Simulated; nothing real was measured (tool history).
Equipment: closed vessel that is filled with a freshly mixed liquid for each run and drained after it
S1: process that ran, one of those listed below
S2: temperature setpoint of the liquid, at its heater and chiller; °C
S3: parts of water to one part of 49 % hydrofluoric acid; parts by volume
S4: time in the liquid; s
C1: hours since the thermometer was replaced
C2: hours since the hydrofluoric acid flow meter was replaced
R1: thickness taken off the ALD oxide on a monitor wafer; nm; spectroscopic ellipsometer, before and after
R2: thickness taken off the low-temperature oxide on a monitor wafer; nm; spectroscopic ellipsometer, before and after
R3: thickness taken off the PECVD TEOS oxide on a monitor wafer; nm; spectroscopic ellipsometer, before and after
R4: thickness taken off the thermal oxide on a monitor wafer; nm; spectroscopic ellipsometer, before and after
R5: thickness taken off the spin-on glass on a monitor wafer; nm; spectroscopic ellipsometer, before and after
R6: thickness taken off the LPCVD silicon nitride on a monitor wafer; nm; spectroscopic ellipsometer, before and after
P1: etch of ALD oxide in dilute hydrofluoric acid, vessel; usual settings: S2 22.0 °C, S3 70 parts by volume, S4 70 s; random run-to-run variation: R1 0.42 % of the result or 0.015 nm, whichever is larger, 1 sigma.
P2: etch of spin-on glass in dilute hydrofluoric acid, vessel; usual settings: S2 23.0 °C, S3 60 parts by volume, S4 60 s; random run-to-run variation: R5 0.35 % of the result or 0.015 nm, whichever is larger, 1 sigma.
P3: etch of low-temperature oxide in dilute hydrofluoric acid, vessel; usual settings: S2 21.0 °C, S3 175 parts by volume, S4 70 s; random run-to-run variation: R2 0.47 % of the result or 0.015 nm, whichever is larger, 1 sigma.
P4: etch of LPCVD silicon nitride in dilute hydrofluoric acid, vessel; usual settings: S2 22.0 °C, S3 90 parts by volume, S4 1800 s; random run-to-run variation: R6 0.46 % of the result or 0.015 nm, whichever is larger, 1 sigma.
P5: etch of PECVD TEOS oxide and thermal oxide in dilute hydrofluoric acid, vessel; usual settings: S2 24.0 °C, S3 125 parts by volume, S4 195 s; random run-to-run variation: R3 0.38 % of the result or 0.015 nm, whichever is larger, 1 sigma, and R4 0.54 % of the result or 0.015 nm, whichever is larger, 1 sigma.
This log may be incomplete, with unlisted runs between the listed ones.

run 1 hour=12.8 | S1=P1 S2=22.0 S3=70 S4=70 | C1=815.8 C2=422.4 | R1=12.0360
run 2 hour=23.1 | S1=P3 S2=21.0 S3=175 S4=135 | C1=826.1 C2=432.7 | R2=19.7390
run 3 hour=39.3 | S1=P5 S2=24.0 S3=125 S4=95 | C1=842.3 C2=448.9 | R3=9.5659 R4=3.4723
run 4 hour=47.8 | S1=P2 S2=17.0 S3=60 S4=60 | C1=850.8 C2=457.4 | R5=44.919
run 5 hour=60.3 | S1=P4 S2=22.0 S3=90 S4=2950 | C1=863.3 C2=469.9 | R6=12.0320
run 6 hour=68.3 | S1=P1 S2=22.0 S3=70 S4=30 | C1=871.3 C2=477.9 | R1=5.1313
run 7 hour=84.9 | S1=P5 S2=29.5 S3=125 S4=195 | C1=887.9 C2=494.5 | R3=24.1970 R4=8.7315
run 8 hour=94.0 | S1=P2 S2=23.0 S3=90 S4=60 | C1=897.0 C2=503.6 | R5=37.026
run 9 hour=110.2 | S1=P1 S2=22.0 S3=70 S4=125 | C1=913.2 C2=519.8 | R1=21.3600
run 10 hour=124.2 | S1=P1 S2=22.0 S3=100 S4=30 | C1=927.2 C2=533.8 | R1=3.4720
run 11 hour=141.0 | S1=P1 S2=22.0 S3=115 S4=70 | C1=944.0 C2=550.6 | R1=6.9100
run 12 hour=156.9 | S1=P4 S2=17.0 S3=90 S4=1800 | C1=959.9 C2=566.5 | R6=5.2358
run 13 hour=173.8 | S1=P1 S2=22.0 S3=30 S4=70 | C1=976.8 C2=583.4 | R1=29.5790
run 14 hour=185.2 | S1=P1 S2=22.0 S3=70 S4=70 | C1=988.2 C2=594.8 | R1=12.0210
run 15 hour=194.4 | S1=P5 S2=24.0 S3=125 S4=195 | C1=997.4 C2=604.0 | R3=19.6040 R4=7.1247
run 16 hour=208.3 | S1=P3 S2=21.0 S3=325 S4=70 | C1=1011.3 C2=617.9 | R2=4.7668
run 17 hour=216.6 | S1=P5 S2=24.0 S3=125 S4=195 | C1=1019.6 C2=626.2 | R3=19.5530 R4=7.0572
run 18 hour=229.6 | S1=P1 S2=22.0 S3=70 S4=70 | C1=1032.6 C2=639.2 | R1=12.0350
run 19 hour=239.1 | S1=P4 S2=22.0 S3=90 S4=1800 | C1=1042.1 C2=648.7 | R6=7.3404
-- hour=246.5 thermometer replaced
run 20 hour=249.4 | S1=P2 S2=23.0 S3=60 S4=100 | C1=2.9 C2=659.0 | R5=96.084
run 21 hour=260.6 | S1=P1 S2=25.5 S3=70 S4=130 | C1=14.1 C2=670.2 | R1=25.6530
run 22 hour=273.4 | S1=P1 S2=22.0 S3=70 S4=70 | C1=26.9 C2=683.0 | R1=12.0660
run 23 hour=286.2 | S1=P2 S2=23.0 S3=60 S4=60 | C1=39.7 C2=695.8 | R5=57.690
run 24 hour=299.5 | S1=P1 S2=17.0 S3=70 S4=70 | C1=53.0 C2=709.1 | R1=9.7269
run 25 hour=307.2 | S1=P4 S2=22.0 S3=145 S4=1800 | C1=60.7 C2=716.8 | R6=4.5735
run 26 hour=316.7 | S1=P3 S2=17.5 S3=175 S4=70 | C1=70.2 C2=726.3 | R2=8.9350
run 27 hour=331.2 | S1=P5 S2=24.0 S3=45 S4=195 | C1=84.7 C2=740.8 | R3=60.1120 R4=21.8430
run 28 hour=345.7 | S1=P1 S2=22.0 S3=70 S4=70 | C1=99.2 C2=755.3 | R1=12.0600
run 29 hour=355.1 | S1=P1 S2=22.0 S3=70 S4=70 | C1=108.6 C2=764.7 | R1=11.9680
run 30 hour=363.7 | S1=P1 S2=17.0 S3=40 S4=70 | C1=117.2 C2=773.3 | R1=17.5340
run 31 hour=377.3 | S1=P3 S2=21.0 S3=175 S4=70 | C1=130.8 C2=786.9 | R2=10.2990
run 32 hour=388.8 | S1=P1 S2=28.5 S3=70 S4=70 | C1=142.3 C2=798.4 | R1=15.5980
run 33 hour=400.7 | S1=P1 S2=22.0 S3=70 S4=70 | C1=154.2 C2=810.3 | R1=11.9920
run 34 hour=411.0 | S1=P1 S2=22.0 S3=70 S4=70 | C1=164.5 C2=820.6 | R1=11.8200
run 35 hour=426.9 | S1=P1 S2=22.0 S3=70 S4=70 | C1=180.4 C2=836.5 | R1=11.5380
run 36 hour=439.6 | S1=P1 S2=22.0 S3=70 S4=70 | C1=193.1 C2=849.2 | R1=11.4820
run 37 hour=451.8 | S1=P1 S2=22.0 S3=70 S4=70 | C1=205.3 C2=861.4 | R1=11.4900
run 38 hour=460.2 | S1=P1 S2=22.0 S3=70 S4=70 | C1=213.7 C2=869.8 | R1=11.3780
run 39 hour=471.8 | S1=P1 S2=22.0 S3=70 S4=70 | C1=225.3 C2=881.4 | R1=11.2980
run 40 hour=483.5 | S1=P1 S2=22.0 S3=70 S4=70 | C1=237.0 C2=893.1 | R1=11.2960
run 41 hour=493.2 | S1=P1 S2=22.0 S3=70 S4=70 | C1=246.7 C2=902.8 | R1=11.3520

The log shows P1 creeping away from where it was. Any of the 2 causes listed here, at the size stated for it, fits the log just as well as the others:
A: hydrofluoric acid flow below the setpoint (%) = 5.3
B: liquid colder than its thermometer reads (K) = 1.43
The gradual shift began around hour 400.7.

Question marks stand in for the results of the 4 check runs listed below, each run on one wafer. Under which run would the listed causes show clearly different results?
run check 1 hour=502.9 | S1=P2 S2=17.0 S3=60 S4=95 | R5=?
run check 2 hour=502.9 | S1=P4 S2=18.5 S3=90 S4=1800 | R6=?
run check 3 hour=502.9 | S1=P3 S2=21.0 S3=175 S4=120 | R2=?
run check 4 hour=502.9 | S1=P5 S2=28.0 S3=125 S4=195 | R3=? R4=?

Expected result of each check under each candidate cause:
check=check_1 result=R5 if_A=67.019 if_B=66.754
check=check_2 result=R6 if_A=5.4484 if_B=5.2009
check=check_3 result=R2 if_A=16.4860 if_B=16.6290
check=check_4 result=R3 if_A=21.3680 if_B=21.5750
check=check_4 result=R4 if_A=7.7503 if_B=7.8254
Separation of the two closest causes in each check, using whichever result separates them best: check 1 0.4 %; check 2 4.65 %; check 3 0.86 %; check 4 0.96 %
Check 2 is the one run that separates the causes; every other check would come out nearly the same whichever cause is at work.

Running check 2 produced the following: R6 5.4196 nm. Which one of the listed causes fits?

It is A: hydrofluoric acid flow below the setpoint (%).
